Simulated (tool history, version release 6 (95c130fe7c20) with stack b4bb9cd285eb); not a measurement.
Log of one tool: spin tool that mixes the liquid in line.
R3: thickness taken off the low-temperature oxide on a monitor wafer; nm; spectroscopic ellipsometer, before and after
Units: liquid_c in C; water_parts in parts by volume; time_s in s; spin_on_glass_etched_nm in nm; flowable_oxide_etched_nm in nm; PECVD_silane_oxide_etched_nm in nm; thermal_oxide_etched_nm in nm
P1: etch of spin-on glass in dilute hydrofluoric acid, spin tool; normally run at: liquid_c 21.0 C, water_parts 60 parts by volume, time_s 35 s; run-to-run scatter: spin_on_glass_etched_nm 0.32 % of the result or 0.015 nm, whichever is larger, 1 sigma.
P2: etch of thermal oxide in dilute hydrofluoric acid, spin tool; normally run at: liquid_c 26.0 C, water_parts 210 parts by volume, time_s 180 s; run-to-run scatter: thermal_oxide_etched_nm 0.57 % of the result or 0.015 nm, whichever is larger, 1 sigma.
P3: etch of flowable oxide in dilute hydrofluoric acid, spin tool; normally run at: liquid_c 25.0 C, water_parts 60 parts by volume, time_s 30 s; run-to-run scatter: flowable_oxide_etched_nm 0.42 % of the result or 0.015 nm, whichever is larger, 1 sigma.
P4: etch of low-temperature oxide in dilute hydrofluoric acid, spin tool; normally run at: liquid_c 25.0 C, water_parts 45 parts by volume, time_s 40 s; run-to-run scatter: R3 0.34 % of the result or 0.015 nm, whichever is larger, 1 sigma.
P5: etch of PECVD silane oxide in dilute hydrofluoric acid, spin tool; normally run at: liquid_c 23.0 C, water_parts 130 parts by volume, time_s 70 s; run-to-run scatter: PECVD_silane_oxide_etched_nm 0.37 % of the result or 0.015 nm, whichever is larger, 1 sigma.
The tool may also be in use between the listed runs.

Run 1, hour 3.0: process P1, liquid_c 21.0 C, water_parts 60 parts by volume, time_s 35 s. Result: spin_on_glass_etched_nm 11.9260 nm.
Run 2, hour 7.7: process P3, liquid_c 25.0 C, water_parts 60 parts by volume, time_s 15 s. Result: flowable_oxide_etched_nm 6.7220 nm.
Run 3, hour 12.8: process P3, liquid_c 29.5 C, water_parts 60 parts by volume, time_s 30 s. Result: flowable_oxide_etched_nm 16.0730 nm.
Run 4, hour 16.1: process P4, liquid_c 30.5 C, water_parts 45 parts by volume, time_s 40 s. Result: R3 36.929 nm.
Run 5, hour 20.6: process P1, liquid_c 21.0 C, water_parts 110 parts by volume, time_s 35 s. Result: spin_on_glass_etched_nm 6.0831 nm.
Run 6, hour 25.7: process P1, liquid_c 28.0 C, water_parts 60 parts by volume, time_s 35 s. Result: spin_on_glass_etched_nm 15.8330 nm.
Run 7, hour 31.1: process P1, liquid_c 21.0 C, water_parts 60 parts by volume, time_s 35 s. Result: spin_on_glass_etched_nm 11.9380 nm.
Run 8, hour 35.5: process P1, liquid_c 21.0 C, water_parts 20 parts by volume, time_s 35 s. Result: spin_on_glass_etched_nm 37.6050 nm.
Run 9, hour 41.0: process P3, liquid_c 25.0 C, water_parts 60 parts by volume, time_s 30 s. Result: flowable_oxide_etched_nm 13.4550 nm.
At hour 41.8: thermometer replaced.
Run 10, hour 44.5: process P3, liquid_c 25.0 C, water_parts 80 parts by volume, time_s 30 s. Result: flowable_oxide_etched_nm 9.8345 nm.
Run 11, hour 50.2: process P5, liquid_c 23.0 C, water_parts 130 parts by volume, time_s 70 s. Result: PECVD_silane_oxide_etched_nm 7.5874 nm.
Run 12, hour 55.0: process P4, liquid_c 25.0 C, water_parts 75 parts by volume, time_s 40 s. Result: R3 17.197 nm.
Run 13, hour 58.7: process P1, liquid_c 21.0 C, water_parts 85 parts by volume, time_s 50 s. Result: spin_on_glass_etched_nm 11.6750 nm.
Run 14, hour 63.7: process P1, liquid_c 21.0 C, water_parts 60 parts by volume, time_s 35 s. Result: spin_on_glass_etched_nm 11.9990 nm.
Run 15, hour 67.6: process P3, liquid_c 25.0 C, water_parts 60 parts by volume, time_s 30 s. Result: flowable_oxide_etched_nm 13.3870 nm.
Run 16, hour 70.8: process P1, liquid_c 21.0 C, water_parts 60 parts by volume, time_s 15 s. Result: spin_on_glass_etched_nm 5.1193 nm.
Run 17, hour 75.4: process P1, liquid_c 29.0 C, water_parts 100 parts by volume, time_s 35 s. Result: spin_on_glass_etched_nm 9.3454 nm.
Run 18, hour 80.3: process P5, liquid_c 23.0 C, water_parts 195 parts by volume, time_s 70 s. Result: PECVD_silane_oxide_etched_nm 4.7545 nm.
Run 19, hour 85.1: process P4, liquid_c 25.0 C, water_parts 45 parts by volume, time_s 40 s. Result: R3 29.552 nm.
Run 20, hour 91.5: process P4, liquid_c 25.0 C, water_parts 45 parts by volume, time_s 40 s. Result: R3 29.775 nm.
Run 21, hour 97.6: process P1, liquid_c 21.0 C, water_parts 60 parts by volume, time_s 35 s. Result: spin_on_glass_etched_nm 11.9400 nm.
Run 22, hour 103.6: process P2, liquid_c 26.0 C, water_parts 210 parts by volume, time_s 180 s. Result: thermal_oxide_etched_nm 3.8860 nm.
Run 23, hour 107.1: process P2, liquid_c 19.0 C, water_parts 210 parts by volume, time_s 180 s. Result: thermal_oxide_etched_nm 2.9812 nm.
Run 24, hour 113.0: process P1, liquid_c 21.0 C, water_parts 60 parts by volume, time_s 35 s. Result: spin_on_glass_etched_nm 11.9030 nm.
Run 25, hour 119.5: process P2, liquid_c 26.0 C, water_parts 210 parts by volume, time_s 310 s. Result: thermal_oxide_etched_nm 6.6378 nm.
Run 26, hour 124.5: process P5, liquid_c 17.0 C, water_parts 130 parts by volume, time_s 70 s. Result: PECVD_silane_oxide_etched_nm 5.9853 nm.
Run 27, hour 129.3: process P4, liquid_c 25.0 C, water_parts 45 parts by volume, time_s 15 s. Result: R3 11.094 nm.
Run 28, hour 132.3: process P2, liquid_c 26.0 C, water_parts 375 parts by volume, time_s 180 s. Result: thermal_oxide_etched_nm 1.8210 nm.
Run 29, hour 138.6: process P5, liquid_c 23.0 C, water_parts 130 parts by volume, time_s 125 s. Result: PECVD_silane_oxide_etched_nm 13.5220 nm.
Run 30, hour 143.5: process P1, liquid_c 21.0 C, water_parts 60 parts by volume, time_s 55 s. Result: spin_on_glass_etched_nm 18.7490 nm.
Run 31, hour 150.1: process P5, liquid_c 23.0 C, water_parts 130 parts by volume, time_s 70 s. Result: PECVD_silane_oxide_etched_nm 7.6097 nm.
Run 32, hour 153.6: process P1, liquid_c 21.0 C, water_parts 60 parts by volume, time_s 35 s. Result: spin_on_glass_etched_nm 11.9780 nm.
Run 33, hour 159.1: process P1, liquid_c 17.0 C, water_parts 60 parts by volume, time_s 35 s. Result: spin_on_glass_etched_nm 10.0560 nm.
Run 34, hour 163.3: process P2, liquid_c 26.0 C, water_parts 210 parts by volume, time_s 180 s. Result: thermal_oxide_etched_nm 3.9120 nm.
Run 35, hour 167.6: process P1, liquid_c 21.0 C, water_parts 60 parts by volume, time_s 35 s. Result: spin_on_glass_etched_nm 11.8630 nm.
Run 36, hour 171.1: process P1, liquid_c 21.0 C, water_parts 60 parts by volume, time_s 35 s. Result: spin_on_glass_etched_nm 11.6300 nm.
Run 37, hour 175.7: process P1, liquid_c 21.0 C, water_parts 60 parts by volume, time_s 35 s. Result: spin_on_glass_etched_nm 11.4040 nm.
Run 38, hour 180.0: process P1, liquid_c 21.0 C, water_parts 60 parts by volume, time_s 35 s. Result: spin_on_glass_etched_nm 11.2000 nm.
Run 39, hour 185.4: process P1, liquid_c 21.0 C, water_parts 60 parts by volume, time_s 35 s. Result: spin_on_glass_etched_nm 11.0800 nm.
Run 40, hour 189.3: process P1, liquid_c 21.0 C, water_parts 60 parts by volume, time_s 35 s. Result: spin_on_glass_etched_nm 11.0480 nm.
Run 41, hour 194.8: process P1, liquid_c 21.0 C, water_parts 60 parts by volume, time_s 35 s. Result: spin_on_glass_etched_nm 10.9980 nm.
Run 42, hour 200.7: process P1, liquid_c 21.0 C, water_parts 60 parts by volume, time_s 35 s. Result: spin_on_glass_etched_nm 10.9130 nm.
Run 43, hour 204.6: process P1, liquid_c 21.0 C, water_parts 60 parts by volume, time_s 35 s. Result: spin_on_glass_etched_nm 10.8580 nm.
Run 44, hour 209.9: process P1, liquid_c 21.0 C, water_parts 60 parts by volume, time_s 35 s. Result: spin_on_glass_etched_nm 10.8830 nm.

What P1 gives has crept away from where it was. These 2 causes fit the log equally well, each at the size given:
A: liquid colder than its thermometer reads (K) = 2.1
B: hydrofluoric acid flow below the setpoint (%) = 7.9
The creep began at about hour 167.6.

4 check runs are offered, each on 3 wafers whose results are averaged, their results left as question marks. Which one tells the causes apart?
Run check 1, hour 215.2: process P2, liquid_c 26.0 C, water_parts 350 parts by volume, time_s 180 s. Result: thermal_oxide_etched_nm ?.
Run check 2, hour 215.2: process P3, liquid_c 28.0 C, water_parts 60 parts by volume, time_s 15 s. Result: flowable_oxide_etched_nm ?.
Run check 3, hour 215.2: process P5, liquid_c 17.5 C, water_parts 130 parts by volume, time_s 70 s. Result: PECVD_silane_oxide_etched_nm ?.
Run check 4, hour 215.2: process P4, liquid_c 25.0 C, water_parts 60 parts by volume, time_s 20 s. Result: R3 ?.

What each check would give under each cause:
  check                        result     if A    if B
check 1       thermal_oxide_etched_nm   1.8746  1.7993
check 2      flowable_oxide_etched_nm   6.9484  6.9066
check 3  PECVD_silane_oxide_etched_nm   5.5810  5.5481
check 4                            R3  10.0160  9.9812
How far apart the two closest causes lie, in the result that separates them most: check 1 4.1 %; check 2 0.6 %; check 3 0.59 %; check 4 0.34 %
Check 1 tells the causes apart: in the others they would give nearly the same result.

Then check 1 was run and gave: thermal_oxide_etched_nm 1.8652 nm. Which cause is it?

It is A: liquid colder than its thermometer reads (K).
